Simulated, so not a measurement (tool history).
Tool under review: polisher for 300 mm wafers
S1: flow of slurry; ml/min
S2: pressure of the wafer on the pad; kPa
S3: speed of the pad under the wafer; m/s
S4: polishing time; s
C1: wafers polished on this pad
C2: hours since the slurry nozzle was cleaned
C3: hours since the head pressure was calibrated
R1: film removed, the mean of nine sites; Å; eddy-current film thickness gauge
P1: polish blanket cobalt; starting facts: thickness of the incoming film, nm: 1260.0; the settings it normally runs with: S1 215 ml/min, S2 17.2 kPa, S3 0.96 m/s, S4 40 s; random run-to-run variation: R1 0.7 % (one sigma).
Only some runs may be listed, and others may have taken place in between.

{"run": 1, "hour": 2.5, "S1": 215, "S2": 17.2, "S3": 0.96, "S4": 40, "C1": 194, "C2": 207.5, "C3": 202.9, "R1": 2254.9}
{"run": 2, "hour": 4.5, "S1": 215, "S2": 17.2, "S3": 0.96, "S4": 60, "C1": 220, "C2": 209.5, "C3": 204.9, "R1": 3374.0}
{"run": 3, "hour": 6.8, "S1": 130, "S2": 17.2, "S3": 0.96, "S4": 40, "C1": 250, "C2": 211.8, "C3": 207.2, "R1": 2085.2}
{"run": 4, "hour": 10.5, "S1": 215, "S2": 17.2, "S3": 1.4, "S4": 40, "C1": 297, "C2": 215.5, "C3": 210.9, "R1": 3241.3}
{"run": 5, "hour": 14.2, "S1": 215, "S2": 24.8, "S3": 0.96, "S4": 40, "C1": 345, "C2": 219.2, "C3": 214.6, "R1": 3226.9}
{"run": 6, "hour": 16.5, "S1": 215, "S2": 17.2, "S3": 0.96, "S4": 40, "C1": 375, "C2": 221.5, "C3": 216.9, "R1": 2215.7}
{"run": 7, "hour": 19.4, "S1": 215, "S2": 17.2, "S3": 0.46, "S4": 40, "C1": 412, "C2": 224.4, "C3": 219.8, "R1": 1088.4}
{"run": 8, "hour": 22.0, "S1": 215, "S2": 17.2, "S3": 0.96, "S4": 40, "C1": 446, "C2": 227.0, "C3": 222.4, "R1": 2271.6}
{"run": 9, "hour": 25.1, "S1": 215, "S2": 17.2, "S3": 0.96, "S4": 40, "C1": 486, "C2": 230.1, "C3": 225.5, "R1": 2247.9}
{"run": 10, "hour": 27.9, "S1": 215, "S2": 17.2, "S3": 0.96, "S4": 40, "C1": 522, "C2": 232.9, "C3": 228.3, "R1": 2261.5}
{"run": 11, "hour": 31.2, "S1": 215, "S2": 17.2, "S3": 0.96, "S4": 22, "C1": 565, "C2": 236.2, "C3": 231.6, "R1": 1225.1}
{"run": 12, "hour": 33.4, "S1": 215, "S2": 17.2, "S3": 0.96, "S4": 40, "C1": 593, "C2": 238.4, "C3": 233.8, "R1": 2248.8}
{"run": 13, "hour": 36.0, "S1": 215, "S2": 17.2, "S3": 0.64, "S4": 60, "C1": 627, "C2": 241.0, "C3": 236.4, "R1": 2241.3}
{"run": 14, "hour": 39.4, "S1": 215, "S2": 12.4, "S3": 0.96, "S4": 40, "C1": 671, "C2": 244.4, "C3": 239.8, "R1": 1634.6}
{"run": 15, "hour": 42.2, "S1": 325, "S2": 17.2, "S3": 0.96, "S4": 40, "C1": 707, "C2": 247.2, "C3": 242.6, "R1": 2360.8}
{"run": 16, "hour": 45.7, "S1": 215, "S2": 17.2, "S3": 0.96, "S4": 40, "C1": 752, "C2": 250.7, "C3": 246.1, "R1": 2246.7}
{"run": 17, "hour": 49.7, "S1": 215, "S2": 17.2, "S3": 0.96, "S4": 40, "C1": 804, "C2": 254.7, "C3": 250.1, "R1": 2198.2}
{"run": 18, "hour": 53.6, "S1": 215, "S2": 17.2, "S3": 0.96, "S4": 40, "C1": 854, "C2": 258.6, "C3": 254.0, "R1": 2187.8}

What will run 19 give?
{"run": 19, "hour": 56.6, "S1": 215, "S2": 17.2, "S3": 0.96, "S4": 40, "C1": 893, "C2": 261.6, "C3": 257.0, "R1": "?"}

R1: 2189.3 Å
